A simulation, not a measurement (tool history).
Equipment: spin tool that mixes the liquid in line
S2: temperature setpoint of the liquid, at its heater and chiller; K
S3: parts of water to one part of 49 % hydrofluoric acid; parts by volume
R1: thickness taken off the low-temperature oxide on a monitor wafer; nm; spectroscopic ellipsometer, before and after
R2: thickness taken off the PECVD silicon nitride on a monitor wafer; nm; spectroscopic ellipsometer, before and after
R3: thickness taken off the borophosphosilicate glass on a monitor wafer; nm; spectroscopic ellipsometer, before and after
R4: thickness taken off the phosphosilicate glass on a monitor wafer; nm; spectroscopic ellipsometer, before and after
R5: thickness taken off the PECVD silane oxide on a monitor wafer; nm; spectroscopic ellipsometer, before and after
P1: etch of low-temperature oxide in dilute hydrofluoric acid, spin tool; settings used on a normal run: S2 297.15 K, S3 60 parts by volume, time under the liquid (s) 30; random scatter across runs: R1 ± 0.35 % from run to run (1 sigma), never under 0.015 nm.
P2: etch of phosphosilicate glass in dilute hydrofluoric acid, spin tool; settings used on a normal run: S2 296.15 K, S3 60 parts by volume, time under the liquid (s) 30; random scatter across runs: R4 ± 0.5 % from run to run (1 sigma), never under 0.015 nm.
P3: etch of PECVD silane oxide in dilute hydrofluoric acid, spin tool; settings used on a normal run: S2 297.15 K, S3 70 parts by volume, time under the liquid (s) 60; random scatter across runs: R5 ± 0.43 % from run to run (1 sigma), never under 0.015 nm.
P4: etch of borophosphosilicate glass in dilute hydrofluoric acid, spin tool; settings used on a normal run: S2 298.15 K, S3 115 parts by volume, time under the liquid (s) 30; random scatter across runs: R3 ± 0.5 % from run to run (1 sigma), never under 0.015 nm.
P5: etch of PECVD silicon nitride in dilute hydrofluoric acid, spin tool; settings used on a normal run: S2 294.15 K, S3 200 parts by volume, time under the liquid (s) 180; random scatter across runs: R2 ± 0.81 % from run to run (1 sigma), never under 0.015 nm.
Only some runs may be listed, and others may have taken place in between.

run 1 day=0.429 | process_that_ran=P1 S2=297.15 S3=60 time_under_the_liquid_(s)=30 | R1=8.2101
run 2 day=0.883 | process_that_ran=P5 S2=294.15 S3=200 time_under_the_liquid_(s)=180 | R2=3.1879
run 3 day=1.246 | process_that_ran=P4 S2=290.15 S3=115 time_under_the_liquid_(s)=30 | R3=8.3249
run 4 day=1.758 | process_that_ran=P2 S2=296.15 S3=60 time_under_the_liquid_(s)=30 | R4=39.925
run 5 day=2.450 | process_that_ran=P2 S2=296.15 S3=60 time_under_the_liquid_(s)=15 | R4=20.033
run 6 day=3.062 | process_that_ran=P5 S2=300.15 S3=200 time_under_the_liquid_(s)=180 | R2=4.5506
run 7 day=3.438 | process_that_ran=P1 S2=290.65 S3=60 time_under_the_liquid_(s)=30 | R1=6.1880
run 8 day=3.833 | process_that_ran=P1 S2=297.15 S3=60 time_under_the_liquid_(s)=30 | R1=8.1281
run 9 day=4.438 | process_that_ran=P1 S2=297.15 S3=60 time_under_the_liquid_(s)=55 | R1=14.8710
run 10 day=4.950 | process_that_ran=P1 S2=293.65 S3=60 time_under_the_liquid_(s)=15 | R1=3.5060
run 11 day=5.317 | process_that_ran=P1 S2=297.15 S3=100 time_under_the_liquid_(s)=30 | R1=4.6355
run 12 day=5.671 | process_that_ran=P4 S2=298.15 S3=115 time_under_the_liquid_(s)=30 | R3=11.5500
run 13 day=6.033 | process_that_ran=P2 S2=303.15 S3=60 time_under_the_liquid_(s)=30 | R4=53.048
run 14 day=6.717 | process_that_ran=P3 S2=290.15 S3=70 time_under_the_liquid_(s)=60 | R5=34.311
run 15 day=7.225 | process_that_ran=P1 S2=297.15 S3=60 time_under_the_liquid_(s)=30 | R1=8.1567
run 16 day=7.842 | process_that_ran=P1 S2=297.15 S3=60 time_under_the_liquid_(s)=30 | R1=8.1544
run 17 day=8.504 | process_that_ran=P1 S2=297.15 S3=60 time_under_the_liquid_(s)=30 | R1=8.1906
run 18 day=9.167 | process_that_ran=P2 S2=296.15 S3=20 time_under_the_liquid_(s)=30 | R4=126.900
run 19 day=9.788 | process_that_ran=P3 S2=297.15 S3=70 time_under_the_liquid_(s)=60 | R5=46.355
run 20 day=10.112 | process_that_ran=P1 S2=297.15 S3=30 time_under_the_liquid_(s)=30 | R1=16.8220
run 21 day=10.512 | process_that_ran=P5 S2=294.15 S3=325 time_under_the_liquid_(s)=180 | R2=1.9810

Predict the results of run 22:
run 22 day=11.108 | process_that_ran=P3 S2=297.15 S3=20 time_under_the_liquid_(s)=60 | R5=?

For run 22 the tool returned R5 172.320 nm.

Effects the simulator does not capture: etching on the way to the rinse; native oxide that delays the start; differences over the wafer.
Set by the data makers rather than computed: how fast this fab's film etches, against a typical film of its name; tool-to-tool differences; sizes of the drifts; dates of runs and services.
